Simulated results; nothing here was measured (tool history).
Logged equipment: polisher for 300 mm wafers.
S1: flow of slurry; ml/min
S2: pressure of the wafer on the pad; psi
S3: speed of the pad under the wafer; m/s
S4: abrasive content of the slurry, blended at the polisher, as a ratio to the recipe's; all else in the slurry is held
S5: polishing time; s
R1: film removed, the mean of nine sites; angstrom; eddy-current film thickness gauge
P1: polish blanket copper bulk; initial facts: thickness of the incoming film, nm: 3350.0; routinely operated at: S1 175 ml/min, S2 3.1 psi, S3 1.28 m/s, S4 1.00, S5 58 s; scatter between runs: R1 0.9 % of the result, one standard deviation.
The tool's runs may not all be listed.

{"run": 1, "hour": 16.7, "S1": 175, "S2": 3.1, "S3": 1.28, "S4": 1.0, "S5": 58, "R1": 8952.7}
{"run": 2, "hour": 26.7, "S1": 175, "S2": 2.2, "S3": 1.28, "S4": 1.0, "S5": 58, "R1": 6351.3}
{"run": 3, "hour": 38.7, "S1": 175, "S2": 3.1, "S3": 1.28, "S4": 0.75, "S5": 58, "R1": 8453.8}
{"run": 4, "hour": 55.2, "S1": 175, "S2": 3.1, "S3": 1.28, "S4": 1.45, "S5": 58, "R1": 9801.2}
{"run": 5, "hour": 65.7, "S1": 175, "S2": 4.4, "S3": 1.28, "S4": 1.0, "S5": 58, "R1": 12754.0}
{"run": 6, "hour": 74.7, "S1": 175, "S2": 3.1, "S3": 1.28, "S4": 1.0, "S5": 74, "R1": 11462.0}
{"run": 7, "hour": 84.8, "S1": 175, "S2": 3.1, "S3": 1.28, "S4": 1.0, "S5": 58, "R1": 9086.2}
{"run": 8, "hour": 98.9, "S1": 105, "S2": 3.1, "S3": 1.28, "S4": 1.0, "S5": 58, "R1": 8064.0}
{"run": 9, "hour": 110.4, "S1": 175, "S2": 3.1, "S3": 0.86, "S4": 1.0, "S5": 58, "R1": 5968.4}
{"run": 10, "hour": 121.3, "S1": 175, "S2": 3.1, "S3": 1.96, "S4": 1.0, "S5": 58, "R1": 13559.0}
{"run": 11, "hour": 132.0, "S1": 175, "S2": 3.1, "S3": 1.28, "S4": 1.0, "S5": 29, "R1": 4480.5}
{"hour": 133.6, "done": "head pressure recalibrated"}
{"run": 12, "hour": 145.8, "S1": 175, "S2": 3.1, "S3": 1.28, "S4": 1.0, "S5": 58, "R1": 8936.2}

Expected results for the next run?
{"run": 13, "hour": 156.2, "S1": 220, "S2": 3.1, "S3": 1.28, "S4": 1.0, "S5": 58, "R1": "?"}

Run 13 produced R1 9194.8 angstrom.
